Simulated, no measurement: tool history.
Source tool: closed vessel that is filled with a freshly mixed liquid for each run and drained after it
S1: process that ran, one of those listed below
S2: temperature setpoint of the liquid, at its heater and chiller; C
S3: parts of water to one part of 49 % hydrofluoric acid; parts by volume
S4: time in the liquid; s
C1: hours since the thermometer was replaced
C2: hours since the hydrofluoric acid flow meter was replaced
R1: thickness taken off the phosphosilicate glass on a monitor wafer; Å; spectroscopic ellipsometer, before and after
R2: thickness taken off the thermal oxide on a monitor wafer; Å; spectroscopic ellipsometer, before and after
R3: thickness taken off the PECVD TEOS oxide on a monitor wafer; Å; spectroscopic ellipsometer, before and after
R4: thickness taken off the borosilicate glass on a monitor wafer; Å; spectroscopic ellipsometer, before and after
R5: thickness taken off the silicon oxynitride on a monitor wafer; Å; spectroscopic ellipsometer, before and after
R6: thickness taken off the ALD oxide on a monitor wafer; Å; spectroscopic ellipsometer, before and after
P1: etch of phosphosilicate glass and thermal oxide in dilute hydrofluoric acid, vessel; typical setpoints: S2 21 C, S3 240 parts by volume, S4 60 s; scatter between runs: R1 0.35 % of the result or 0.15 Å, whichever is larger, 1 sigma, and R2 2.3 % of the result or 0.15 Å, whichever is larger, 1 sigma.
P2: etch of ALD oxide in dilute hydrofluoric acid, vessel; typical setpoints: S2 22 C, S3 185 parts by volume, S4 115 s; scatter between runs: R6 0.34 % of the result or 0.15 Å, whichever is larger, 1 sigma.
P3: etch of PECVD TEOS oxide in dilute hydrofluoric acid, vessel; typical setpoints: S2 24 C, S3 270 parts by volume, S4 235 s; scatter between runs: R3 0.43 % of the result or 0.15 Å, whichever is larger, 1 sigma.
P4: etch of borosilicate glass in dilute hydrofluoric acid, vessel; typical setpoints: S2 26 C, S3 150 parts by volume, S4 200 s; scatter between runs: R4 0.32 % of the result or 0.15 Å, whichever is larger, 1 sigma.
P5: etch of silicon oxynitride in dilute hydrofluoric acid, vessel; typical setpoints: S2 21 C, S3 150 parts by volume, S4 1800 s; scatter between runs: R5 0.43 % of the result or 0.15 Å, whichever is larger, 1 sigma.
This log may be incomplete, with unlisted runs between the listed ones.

run   hour  S1    S2   S3    S4     C1      C2      R1      R2      R3      R4      R5      R6
  1    3.5  P1    21  240    60  561.6  1423.7  219.06  9.7089
  2    6.1  P3    17  270   235  564.2  1426.3                  48.012
  3    9.1  P1    21  400    60  567.2  1429.3   114.4  5.2125
  4   13.4  P1  26.5  240    60  571.5  1433.6   266.1  11.605
  5     16  P4    26  210   200  574.1  1436.2                          331.58
  6     20  P1    21  240    60  578.1  1440.2  220.16  9.6318
  7   23.5  P1    21  240    60  581.6  1443.7  220.23  9.7116
  8   26.2  P1  24.5  395    60  584.3  1446.4  129.04  5.6222
  9   29.9  P1    21  240    60    588  1450.1  218.75   8.915
 10   34.1  P1    21  240    30  592.2  1454.3  109.86  4.4823
 11   37.5  P1    21  240    95  595.6  1457.7  347.95   14.53
 12   40.2  P1    21  240    60  598.3  1460.4  218.35  9.3322
 13   43.7  P5    21  150  2640  601.8  1463.9                                  368.71
 14   46.8  P2  26.5  185   115  604.9    1467                                          172.46
 15   48.8  P2    22  185   115  606.9    1469                                           144.8
 16     53  P3    24  150   235  611.1  1473.2                  126.44
 17   55.6  P1    21   70    60  613.7  1475.8  893.94  38.543
 18     58  P2    22  185   185  616.1  1478.2                                          234.36
 19   60.9  P1    17  240    60    619  1481.1  188.67  8.5025
 20   63.7  P1    21  240    60  621.8  1483.9  219.11  9.4584
 21   65.9  P4    34  150   200    624  1486.1                          668.53
 22   69.8  P4    26  150   200  627.9    1490                          501.37
 23   73.6  P5    21  150  1800  631.7  1493.8                                  250.09
 24   77.4  P4    26  150    30  635.5  1497.6                          74.226
 25   80.2  P2    22  185   115  638.3  1500.4                                          145.04
 26     83  P4    26  150   200  641.1  1503.2                          497.98
 27   86.8  P1    21  415    90  644.9    1507  163.16  6.8144
 28     91  P2    22  325   115  649.1  1511.2                                          72.442
 29   94.7  P3    24  270   235  652.8  1514.9                  61.848
 30     98  P3    24  270    50  656.1  1518.2                  13.071
 31  101.1  P5    21  230  1800  659.2  1521.3                                  156.15
 32  104.1  P5  29.5  150  1800  662.2  1524.3                                  372.44
 33  107.4  P1    21  240    60  665.5  1527.6  218.86  9.2545
 34    111  P1    21  240    60  669.1  1531.2  209.96  9.0238
 35  114.3  P1    21  240    60  672.4  1534.5  206.91  9.2475
 36  118.2  P1    21  240    60  676.3  1538.4  205.69  8.8545
 37  121.2  P1    21  240    60  679.3  1541.4  204.16  8.8388
 38  123.4  P1    21  240    60  681.5  1543.6  201.22  9.0928
 39    126  P1    21  240    60  684.1  1546.2  202.38  8.7291
 40  129.2  P1    21  240    60  687.3  1549.4   202.6  9.1086
 41  133.5  P1    21  240    60  691.6  1553.7  201.75  8.6564

Compared with where it was, what P1 gives has crept away. Each cause listed below fits the log as well as the rest, at the size given for it:
A: hydrofluoric acid flow below the setpoint (%) = 6.55
B: liquid colder than its thermometer reads (K) = 2.22
The onset of the drift is placed at about hour 107.4.

4 check runs are offered, one wafer each, their results left as question marks. Which one tells the causes apart?
check 1  137.8  P5  21  150  1800                           ?
check 2  137.8  P3  24  270   235                   ?
check 3  137.8  P2  22  185   115                               ?
check 4  137.8  P4  26  150   200                       ?

Check results expected under each cause:
  check  result    if A    if B
check 1      R5  232.67  225.64
check 2      R3  56.769  57.163
check 3      R6  134.08  133.48
check 4      R4  460.88  459.09
Distance between the nearest two causes, measured in the result of the check that separates them most: check 1 3.07 %; check 2 0.69 %; check 3 0.45 %; check 4 0.39 %
Check 1 is the one run that separates the causes; every other check would come out nearly the same whichever cause is at work.

Then check 1 was run and gave: R5 232 Å. Which cause is it?

Of the candidate causes, it is A: hydrofluoric acid flow below the setpoint (%).
